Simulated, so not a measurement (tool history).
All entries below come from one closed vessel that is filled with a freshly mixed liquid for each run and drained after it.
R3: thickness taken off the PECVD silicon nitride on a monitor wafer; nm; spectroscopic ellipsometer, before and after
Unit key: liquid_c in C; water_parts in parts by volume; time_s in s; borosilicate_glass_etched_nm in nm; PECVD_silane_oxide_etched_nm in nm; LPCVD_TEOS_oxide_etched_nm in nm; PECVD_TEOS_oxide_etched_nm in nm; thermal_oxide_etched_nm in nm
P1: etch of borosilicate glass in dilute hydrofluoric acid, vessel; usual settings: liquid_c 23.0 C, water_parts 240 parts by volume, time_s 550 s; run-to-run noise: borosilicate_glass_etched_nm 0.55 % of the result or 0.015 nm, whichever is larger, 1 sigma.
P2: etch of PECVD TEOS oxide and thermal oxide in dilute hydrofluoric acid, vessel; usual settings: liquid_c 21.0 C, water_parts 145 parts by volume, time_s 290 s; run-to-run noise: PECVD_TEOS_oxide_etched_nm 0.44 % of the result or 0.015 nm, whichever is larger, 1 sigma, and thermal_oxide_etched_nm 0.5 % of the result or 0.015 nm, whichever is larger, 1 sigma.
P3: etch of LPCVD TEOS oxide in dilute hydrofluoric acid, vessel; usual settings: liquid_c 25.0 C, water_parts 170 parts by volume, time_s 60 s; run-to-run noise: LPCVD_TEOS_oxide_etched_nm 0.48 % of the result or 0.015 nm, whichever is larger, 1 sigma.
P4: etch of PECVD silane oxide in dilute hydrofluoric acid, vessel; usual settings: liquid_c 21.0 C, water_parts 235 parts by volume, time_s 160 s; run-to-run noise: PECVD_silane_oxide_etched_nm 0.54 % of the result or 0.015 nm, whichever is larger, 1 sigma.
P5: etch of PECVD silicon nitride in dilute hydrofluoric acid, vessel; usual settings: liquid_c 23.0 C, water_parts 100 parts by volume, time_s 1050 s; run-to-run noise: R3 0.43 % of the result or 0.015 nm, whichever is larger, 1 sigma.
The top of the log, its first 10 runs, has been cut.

Run 11, hour 86.5: process P3, liquid_c 17.5 C, water_parts 170 parts by volume, time_s 60 s. Result: LPCVD_TEOS_oxide_etched_nm 6.8731 nm.
Run 12, hour 94.2: process P1, liquid_c 23.0 C, water_parts 240 parts by volume, time_s 550 s. Result: borosilicate_glass_etched_nm 42.343 nm.
Run 13, hour 101.3: process P5, liquid_c 23.0 C, water_parts 100 parts by volume, time_s 115 s. Result: R3 6.3159 nm.
Run 14, hour 112.3: process P1, liquid_c 19.0 C, water_parts 240 parts by volume, time_s 550 s. Result: borosilicate_glass_etched_nm 36.268 nm.
Run 15, hour 122.7: process P3, liquid_c 25.0 C, water_parts 40 parts by volume, time_s 60 s. Result: LPCVD_TEOS_oxide_etched_nm 46.2410 nm.
Run 16, hour 128.8: process P1, liquid_c 23.0 C, water_parts 240 parts by volume, time_s 550 s. Result: borosilicate_glass_etched_nm 42.524 nm.
Run 17, hour 136.1: process P1, liquid_c 17.0 C, water_parts 420 parts by volume, time_s 550 s. Result: borosilicate_glass_etched_nm 16.646 nm.
Run 18, hour 142.7: process P4, liquid_c 21.0 C, water_parts 235 parts by volume, time_s 160 s. Result: PECVD_silane_oxide_etched_nm 13.908 nm.
Run 19, hour 151.6: process P1, liquid_c 23.0 C, water_parts 240 parts by volume, time_s 550 s. Result: borosilicate_glass_etched_nm 41.928 nm.
Run 20, hour 157.8: process P1, liquid_c 23.0 C, water_parts 240 parts by volume, time_s 170 s. Result: borosilicate_glass_etched_nm 13.044 nm.
Run 21, hour 168.8: process P2, liquid_c 17.0 C, water_parts 145 parts by volume, time_s 290 s. Result: PECVD_TEOS_oxide_etched_nm 21.739 nm, thermal_oxide_etched_nm 7.3740 nm.
Run 22, hour 175.8: process P5, liquid_c 17.0 C, water_parts 100 parts by volume, time_s 1050 s. Result: R3 37.9730 nm.
Run 23, hour 184.7: process P4, liquid_c 21.0 C, water_parts 40 parts by volume, time_s 160 s. Result: PECVD_silane_oxide_etched_nm 102.090 nm.
Run 24, hour 193.7: process P2, liquid_c 21.0 C, water_parts 145 parts by volume, time_s 290 s. Result: PECVD_TEOS_oxide_etched_nm 25.627 nm, thermal_oxide_etched_nm 8.6745 nm.

What does the tool deliver on the next run?
Run 25, hour 204.7: process P1, liquid_c 23.0 C, water_parts 240 parts by volume, time_s 550 s. Result: borosilicate_glass_etched_nm ?.

{"run 25": {"borosilicate_glass_etched_nm": 42.001}}
